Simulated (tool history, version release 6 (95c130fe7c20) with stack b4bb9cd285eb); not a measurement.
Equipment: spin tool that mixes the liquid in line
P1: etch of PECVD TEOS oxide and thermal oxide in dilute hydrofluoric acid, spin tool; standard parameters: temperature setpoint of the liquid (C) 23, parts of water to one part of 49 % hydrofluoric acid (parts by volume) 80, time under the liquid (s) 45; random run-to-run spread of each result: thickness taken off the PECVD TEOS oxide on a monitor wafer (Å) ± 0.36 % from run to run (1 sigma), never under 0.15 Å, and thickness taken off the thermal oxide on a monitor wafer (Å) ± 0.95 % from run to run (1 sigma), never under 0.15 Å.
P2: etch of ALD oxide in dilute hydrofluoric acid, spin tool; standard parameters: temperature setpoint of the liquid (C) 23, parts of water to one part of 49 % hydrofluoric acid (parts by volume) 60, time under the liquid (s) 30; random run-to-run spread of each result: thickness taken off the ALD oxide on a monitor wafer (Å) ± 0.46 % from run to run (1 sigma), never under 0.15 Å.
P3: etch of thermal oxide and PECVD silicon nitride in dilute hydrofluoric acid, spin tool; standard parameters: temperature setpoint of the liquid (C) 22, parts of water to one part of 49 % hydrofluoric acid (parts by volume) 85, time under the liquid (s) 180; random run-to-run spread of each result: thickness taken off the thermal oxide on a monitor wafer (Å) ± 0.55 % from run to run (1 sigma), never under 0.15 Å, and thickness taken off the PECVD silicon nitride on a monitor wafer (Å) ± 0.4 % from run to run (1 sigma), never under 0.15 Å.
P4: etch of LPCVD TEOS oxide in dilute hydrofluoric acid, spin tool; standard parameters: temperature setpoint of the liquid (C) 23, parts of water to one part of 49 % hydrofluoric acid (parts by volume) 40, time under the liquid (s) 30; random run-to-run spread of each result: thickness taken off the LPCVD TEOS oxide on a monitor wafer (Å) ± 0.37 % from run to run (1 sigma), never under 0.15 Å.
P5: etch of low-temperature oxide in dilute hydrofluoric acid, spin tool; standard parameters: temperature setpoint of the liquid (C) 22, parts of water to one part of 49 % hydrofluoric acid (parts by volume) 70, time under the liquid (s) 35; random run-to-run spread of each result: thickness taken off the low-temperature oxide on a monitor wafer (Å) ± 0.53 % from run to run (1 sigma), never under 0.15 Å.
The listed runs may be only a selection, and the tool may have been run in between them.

run,hour,process that ran,temperature setpoint of the liquid (C),parts of water to one part of 49 % hydrofluoric acid (parts by volume),time under the liquid (s),hours since the thermometer was replaced,hours since the hydrofluoric acid flow meter was replaced,thickness taken off the PECVD TEOS oxide on a monitor wafer (Å),thickness taken off the thermal oxide on a monitor wafer (Å),thickness taken off the low-temperature oxide on a monitor wafer (Å),thickness taken off the ALD oxide on a monitor wafer (Å),thickness taken off the PECVD silicon nitride on a monitor wafer (Å),thickness taken off the LPCVD TEOS oxide on a monitor wafer (Å)
1,9.4,P1,23,80,45,2056.7,797,60.097,27.652,,,,
2,17.6,P5,22,70,35,2064.9,805.2,,,119.94,,,
3,28.8,P1,23,80,45,2076.1,816.4,60.4,28.057,,,,
4,36.7,P1,23,80,45,2084,824.3,59.785,27.644,,,,
5,46.2,P2,23,60,30,2093.5,833.8,,,,99.968,,
6,52.3,P1,19.5,110,45,2099.6,839.9,36.775,16.791,,,,
7,60.1,P3,17,85,180,2107.4,847.7,,77.007,,,61.74,
8,70.4,P1,23,35,75,2117.7,858,242.95,110.43,,,,
9,79.4,P1,23,80,15,2126.7,867,20.276,9.3722,,,,
10,90.5,P3,22,85,345,2137.8,878.1,,179.89,,,166.08,
11,102.2,P5,22,70,15,2149.5,889.8,,,51.515,,,
12,109.4,P2,29,60,30,2156.7,897,,,,127.34,,
13,117.3,P4,23,40,55,2164.6,904.9,,,,,,426.48
14,126.9,P1,23,80,75,2174.2,914.5,99.882,45.619,,,,
15,134.6,P3,22,85,180,2181.9,922.2,,93.692,,,86.233,
16,142.7,P2,23,90,30,2190,930.3,,,,64.212,,
17,153.4,P4,23,55,30,2200.7,941,,,,,,165.91
18,163.8,P3,22,40,180,2211.1,951.4,,212.38,,,183.06,
19,170.2,P4,17,40,30,2217.5,957.8,,,,,,180.13
20,178.4,P5,30,70,35,2225.7,966,,,166.98,,,
21,183.5,P3,22,85,180,2230.8,971.1,,94.744,,,87.178,
22,189,P4,23,40,30,2236.3,976.6,,,,,,232.22
23,194.1,P2,23,60,15,2241.4,981.7,,,,49.809,,
24,205.5,P1,27,80,45,2252.8,993.1,70.832,32.77,,,,
25,213.4,P5,22,105,35,2260.7,1001,,,77.024,,,
26,221.9,P1,23,20,45,2269.2,1009.5,260.81,118.21,,,,
27,229.5,P1,23,80,45,2276.8,1017.1,60.277,27.726,,,,
28,237.8,P1,23,80,45,2285.1,1025.4,59.883,27.874,,,,
29,248.8,P1,23,80,45,2296.1,1036.4,60.401,27.137,,,,
30,256.4,P1,23,125,45,2303.7,1044,36.327,17.035,,,,
31,267.4,P1,17,80,45,2314.7,1055,46.895,21.64,,,,
32,279.1,P1,23,80,45,2326.4,1066.7,60.227,27.628,,,,
33,289.7,P1,23,80,45,2337,1077.3,58.203,26.758,,,,
34,300.8,P1,23,80,45,2348.1,1088.4,57.016,26.203,,,,
35,311.8,P1,23,80,45,2359.1,1099.4,55.666,25.477,,,,
36,322.6,P1,23,80,45,2369.9,1110.2,55.362,25.451,,,,
37,332.1,P1,23,80,45,2379.4,1119.7,55.274,24.997,,,,
38,337.4,P1,23,80,45,2384.7,1125,54.994,25.223,,,,
39,348.5,P1,23,80,45,2395.8,1136.1,54.645,25.566,,,,
40,355.5,P1,23,80,45,2402.8,1143.1,55.123,25.16,,,,
41,364.2,P1,23,80,45,2411.5,1151.8,54.767,25.551,,,,
42,373.1,P1,23,80,45,2420.4,1160.7,54.802,24.856,,,,

P1 has crept away from where it was. The log is fitted equally well by each of these 2 causes, at the sizes shown:
A: hydrofluoric acid flow below the setpoint (%) = 8.41
B: liquid colder than its thermometer reads (K) = 2.37
The drift started at roughly hour 279.1.

Question marks stand in for the results of the 4 check runs listed below, each run on one wafer. Under which run would the listed causes show clearly different results?
check 1,382,P3,22,45,295,,,,?,,,?,
check 2,382,P4,23,40,50,,,,,,,,?
check 3,382,P5,22,95,15,,,,,?,,,
check 4,382,P2,23,90,30,,,,,,?,,

What every check run would give for each of its results, assuming each possible cause in turn:
check,result,if A,if B
check 1,thickness taken off the thermal oxide on a monitor wafer (Å),279.71,277.66
check 1,thickness taken off the PECVD silicon nitride on a monitor wafer (Å),243.2,224.84
check 2,thickness taken off the LPCVD TEOS oxide on a monitor wafer (Å),354.51,351.89
check 3,thickness taken off the low-temperature oxide on a monitor wafer (Å),33.417,33.454
check 4,thickness taken off the ALD oxide on a monitor wafer (Å),58.074,58.154
Per check, the gap between the least separated pair of causes, taken in the result that splits them most: check 1 7.85 %; check 2 0.74 %; check 3 0.11 %; check 4 0.14 %
Check 1 tells the causes apart: in the others they would give nearly the same result.

Running check 1 produced the following: thickness taken off the thermal oxide on a monitor wafer (Å) 276.14; thickness taken off the PECVD silicon nitride on a monitor wafer (Å) 224.95. Which one of the listed causes fits?

Of the candidate causes, it is B: liquid colder than its thermometer reads (K).

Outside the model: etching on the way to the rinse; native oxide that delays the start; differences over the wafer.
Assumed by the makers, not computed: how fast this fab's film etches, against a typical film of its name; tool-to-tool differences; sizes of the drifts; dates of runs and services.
